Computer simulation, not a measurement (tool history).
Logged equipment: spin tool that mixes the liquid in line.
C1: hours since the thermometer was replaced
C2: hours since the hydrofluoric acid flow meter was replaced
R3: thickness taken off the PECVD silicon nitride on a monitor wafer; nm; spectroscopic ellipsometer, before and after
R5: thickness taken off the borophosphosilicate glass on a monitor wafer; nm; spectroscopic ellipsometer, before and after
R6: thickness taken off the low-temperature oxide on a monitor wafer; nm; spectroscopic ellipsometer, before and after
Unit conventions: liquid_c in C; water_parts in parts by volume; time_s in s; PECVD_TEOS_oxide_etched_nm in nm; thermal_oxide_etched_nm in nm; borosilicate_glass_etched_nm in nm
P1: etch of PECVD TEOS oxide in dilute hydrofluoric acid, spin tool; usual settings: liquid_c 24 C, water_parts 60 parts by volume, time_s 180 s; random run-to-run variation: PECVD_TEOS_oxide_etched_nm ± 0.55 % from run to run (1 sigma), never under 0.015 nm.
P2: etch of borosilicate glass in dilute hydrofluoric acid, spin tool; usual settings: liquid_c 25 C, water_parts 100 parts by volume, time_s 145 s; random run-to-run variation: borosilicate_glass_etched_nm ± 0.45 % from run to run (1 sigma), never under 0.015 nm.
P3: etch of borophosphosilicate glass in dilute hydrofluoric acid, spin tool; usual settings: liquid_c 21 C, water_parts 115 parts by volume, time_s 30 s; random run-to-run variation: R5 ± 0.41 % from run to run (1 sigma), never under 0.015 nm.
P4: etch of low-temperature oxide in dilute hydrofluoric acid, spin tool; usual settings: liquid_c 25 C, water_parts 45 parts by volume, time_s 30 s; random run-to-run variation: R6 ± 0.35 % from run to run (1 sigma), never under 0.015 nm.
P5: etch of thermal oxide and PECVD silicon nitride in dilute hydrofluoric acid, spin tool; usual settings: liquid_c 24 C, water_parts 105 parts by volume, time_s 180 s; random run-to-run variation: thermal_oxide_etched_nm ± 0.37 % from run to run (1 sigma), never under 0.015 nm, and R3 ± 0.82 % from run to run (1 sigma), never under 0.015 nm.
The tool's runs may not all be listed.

Run 1, hour 10.9: process P1, liquid_c 24 C, water_parts 60 parts by volume, time_s 180 s; C1 1452.6; C2 230.9. Result: PECVD_TEOS_oxide_etched_nm 30.195 nm.
Run 2, hour 18.4: process P5, liquid_c 24 C, water_parts 105 parts by volume, time_s 270 s; C1 1460.1; C2 238.4. Result: thermal_oxide_etched_nm 11.083 nm, R3 4.466 nm.
Run 3, hour 29.3: process P1, liquid_c 24 C, water_parts 100 parts by volume, time_s 180 s; C1 1471; C2 249.3. Result: PECVD_TEOS_oxide_etched_nm 17.138 nm.
Run 4, hour 40.5: process P1, liquid_c 24 C, water_parts 60 parts by volume, time_s 360 s; C1 1482.2; C2 260.5. Result: PECVD_TEOS_oxide_etched_nm 60.252 nm.
Run 5, hour 46.5: process P5, liquid_c 19 C, water_parts 105 parts by volume, time_s 180 s; C1 1488.2; C2 266.5. Result: thermal_oxide_etched_nm 6.0558 nm, R3 2.0777 nm.
Run 6, hour 51.7: process P1, liquid_c 24 C, water_parts 60 parts by volume, time_s 180 s; C1 1493.4; C2 271.7. Result: PECVD_TEOS_oxide_etched_nm 30.036 nm.
Run 7, hour 58.9: process P2, liquid_c 25 C, water_parts 180 parts by volume, time_s 145 s; C1 1500.6; C2 278.9. Result: borosilicate_glass_etched_nm 30.257 nm.
Run 8, hour 65: process P1, liquid_c 17 C, water_parts 60 parts by volume, time_s 180 s; C1 1506.7; C2 285. Result: PECVD_TEOS_oxide_etched_nm 22.348 nm.
Run 9, hour 74.3: process P3, liquid_c 21 C, water_parts 115 parts by volume, time_s 30 s; C1 1516; C2 294.3. Result: R5 6.3782 nm.
Run 10, hour 80: process P1, liquid_c 20 C, water_parts 95 parts by volume, time_s 180 s; C1 1521.7; C2 300. Result: PECVD_TEOS_oxide_etched_nm 15.443 nm.
Run 11, hour 86.7: process P1, liquid_c 24 C, water_parts 60 parts by volume, time_s 180 s; C1 1528.4; C2 306.7. Result: PECVD_TEOS_oxide_etched_nm 29.807 nm.
Run 12, hour 98.4: process P4, liquid_c 25 C, water_parts 45 parts by volume, time_s 30 s; C1 1540.1; C2 318.4. Result: R6 10.84 nm.
Run 13, hour 110.5: process P1, liquid_c 29.5 C, water_parts 60 parts by volume, time_s 180 s; C1 1552.2; C2 330.5. Result: PECVD_TEOS_oxide_etched_nm 37.5 nm.
Run 14, hour 121.1: process P1, liquid_c 24 C, water_parts 60 parts by volume, time_s 180 s; C1 1562.8; C2 341.1. Result: PECVD_TEOS_oxide_etched_nm 29.949 nm.
Run 15, hour 127: process P1, liquid_c 24 C, water_parts 30 parts by volume, time_s 180 s; C1 1568.7; C2 347. Result: PECVD_TEOS_oxide_etched_nm 62.601 nm.
Run 16, hour 134.2: process P3, liquid_c 21 C, water_parts 115 parts by volume, time_s 15 s; C1 1575.9; C2 354.2. Result: R5 3.1796 nm.
Run 17, hour 142.4: process P2, liquid_c 31.5 C, water_parts 100 parts by volume, time_s 145 s; C1 1584.1; C2 362.4. Result: borosilicate_glass_etched_nm 76.314 nm.
Run 18, hour 147.7: process P5, liquid_c 24 C, water_parts 35 parts by volume, time_s 180 s; C1 1589.4; C2 367.7. Result: thermal_oxide_etched_nm 24.388 nm, R3 8.6697 nm.
Run 19, hour 154.9: process P2, liquid_c 25 C, water_parts 100 parts by volume, time_s 145 s; C1 1596.6; C2 374.9. Result: borosilicate_glass_etched_nm 59.805 nm.
Run 20, hour 161.1: process P2, liquid_c 25 C, water_parts 100 parts by volume, time_s 45 s; C1 1602.8; C2 381.1. Result: borosilicate_glass_etched_nm 18.551 nm.
Run 21, hour 170.3: process P3, liquid_c 28.5 C, water_parts 115 parts by volume, time_s 30 s; C1 1612; C2 390.3. Result: R5 8.516 nm.
Run 22, hour 179.4: process P1, liquid_c 24 C, water_parts 60 parts by volume, time_s 70 s; C1 1621.1; C2 399.4. Result: PECVD_TEOS_oxide_etched_nm 11.588 nm.
Run 23, hour 189.6: process P4, liquid_c 25 C, water_parts 45 parts by volume, time_s 55 s; C1 1631.3; C2 409.6. Result: R6 19.855 nm.
Run 24, hour 198.4: process P3, liquid_c 21 C, water_parts 20 parts by volume, time_s 30 s; C1 1640.1; C2 418.4. Result: R5 41.126 nm.
Run 25, hour 207.2: process P4, liquid_c 25 C, water_parts 20 parts by volume, time_s 30 s; C1 1648.9; C2 427.2. Result: R6 25.265 nm.
Run 26, hour 215.2: process P1, liquid_c 24 C, water_parts 60 parts by volume, time_s 180 s; C1 1656.9; C2 435.2. Result: PECVD_TEOS_oxide_etched_nm 29.981 nm.
Run 27, hour 223.6: process P1, liquid_c 24 C, water_parts 60 parts by volume, time_s 180 s; C1 1665.3; C2 443.6. Result: PECVD_TEOS_oxide_etched_nm 29.965 nm.
Run 28, hour 233.6: process P4, liquid_c 18.5 C, water_parts 45 parts by volume, time_s 30 s; C1 1675.3; C2 453.6. Result: R6 8.2852 nm.
Run 29, hour 243.5: process P1, liquid_c 24 C, water_parts 60 parts by volume, time_s 180 s; C1 1685.2; C2 463.5. Result: PECVD_TEOS_oxide_etched_nm 30.088 nm.
Run 30, hour 252.8: process P5, liquid_c 24 C, water_parts 105 parts by volume, time_s 180 s; C1 1694.5; C2 472.8. Result: thermal_oxide_etched_nm 7.4235 nm, R3 2.9121 nm.
Run 31, hour 259.7: process P1, liquid_c 28 C, water_parts 90 parts by volume, time_s 180 s; C1 1701.4; C2 479.7. Result: PECVD_TEOS_oxide_etched_nm 22.642 nm.
Run 32, hour 271: process P1, liquid_c 24 C, water_parts 60 parts by volume, time_s 180 s; C1 1712.7; C2 491. Result: PECVD_TEOS_oxide_etched_nm 30.248 nm.
Run 33, hour 280.6: process P1, liquid_c 24 C, water_parts 60 parts by volume, time_s 180 s; C1 1722.3; C2 500.6. Result: PECVD_TEOS_oxide_etched_nm 28.567 nm.
Run 34, hour 286.2: process P1, liquid_c 24 C, water_parts 60 parts by volume, time_s 180 s; C1 1727.9; C2 506.2. Result: PECVD_TEOS_oxide_etched_nm 28.117 nm.
Run 35, hour 294.3: process P1, liquid_c 24 C, water_parts 60 parts by volume, time_s 180 s; C1 1736; C2 514.3. Result: PECVD_TEOS_oxide_etched_nm 27.925 nm.
Run 36, hour 304.2: process P1, liquid_c 24 C, water_parts 60 parts by volume, time_s 180 s; C1 1745.9; C2 524.2. Result: PECVD_TEOS_oxide_etched_nm 27.242 nm.
Run 37, hour 313.8: process P1, liquid_c 24 C, water_parts 60 parts by volume, time_s 180 s; C1 1755.5; C2 533.8. Result: PECVD_TEOS_oxide_etched_nm 27.406 nm.

Run 38 is up next; what results do you expect?
Run 38, hour 319.3: process P1, liquid_c 24 C, water_parts 60 parts by volume, time_s 180 s; C1 1761; C2 539.3. Result: PECVD_TEOS_oxide_etched_nm ?.

For run 38 the tool returned PECVD_TEOS_oxide_etched_nm 27.076 nm.
